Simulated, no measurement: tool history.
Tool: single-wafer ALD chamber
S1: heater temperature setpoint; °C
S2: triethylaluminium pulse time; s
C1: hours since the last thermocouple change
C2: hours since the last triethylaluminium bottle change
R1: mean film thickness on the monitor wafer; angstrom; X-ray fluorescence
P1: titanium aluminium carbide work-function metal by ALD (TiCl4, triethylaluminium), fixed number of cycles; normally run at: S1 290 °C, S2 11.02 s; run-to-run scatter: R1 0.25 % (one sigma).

| run | hour | S1 | S2 | C1 | C2 | R1 |
|---|---|---|---|---|---|---|
| 1 | 6.2 | 290 | 11.02 | 1390.8 | 174.8 | 19.171 |
| 2 | 12.7 | 290 | 11.02 | 1397.3 | 181.3 | 19.191 |
| 3 | 24.6 | 290 | 15.30 | 1409.2 | 193.2 | 19.570 |
| 4 | 32.6 | 290 | 11.02 | 1417.2 | 201.2 | 19.186 |
| 5 | 41.7 | 290 | 11.02 | 1426.3 | 210.3 | 19.199 |
| 6 | 51.8 | 290 | 11.02 | 1436.4 | 220.4 | 19.270 |
| 7 | 63.8 | 313 | 11.02 | 1448.4 | 232.4 | 21.256 |
| 8 | 72.7 | 266 | 11.02 | 1457.3 | 241.3 | 17.230 |
| 9 | 82.8 | 278 | 14.29 | 1467.4 | 251.4 | 18.433 |
| 10 | 93.7 | 290 | 5.22 | 1478.3 | 262.3 | 16.444 |
| 11 | 101.9 | 290 | 11.02 | 1486.5 | 270.5 | 19.237 |
| 12 | 110.8 | 290 | 11.02 | 1495.4 | 279.4 | 19.204 |
| 13 | 119.4 | 290 | 11.02 | 1504.0 | 288.0 | 18.981 |
| 14 | 125.1 | 290 | 11.02 | 1509.7 | 293.7 | 18.983 |
| 15 | 131.0 | 290 | 11.02 | 1515.6 | 299.6 | 18.982 |
| 16 | 138.4 | 290 | 11.02 | 1523.0 | 307.0 | 18.935 |
| 17 | 144.3 | 290 | 11.02 | 1528.9 | 312.9 | 18.912 |

The next listed run, before its measurement:
| 18 | 153.0 | 290 | 11.02 | 1537.6 | 321.6 | ? |

R1: 18.804 angstrom

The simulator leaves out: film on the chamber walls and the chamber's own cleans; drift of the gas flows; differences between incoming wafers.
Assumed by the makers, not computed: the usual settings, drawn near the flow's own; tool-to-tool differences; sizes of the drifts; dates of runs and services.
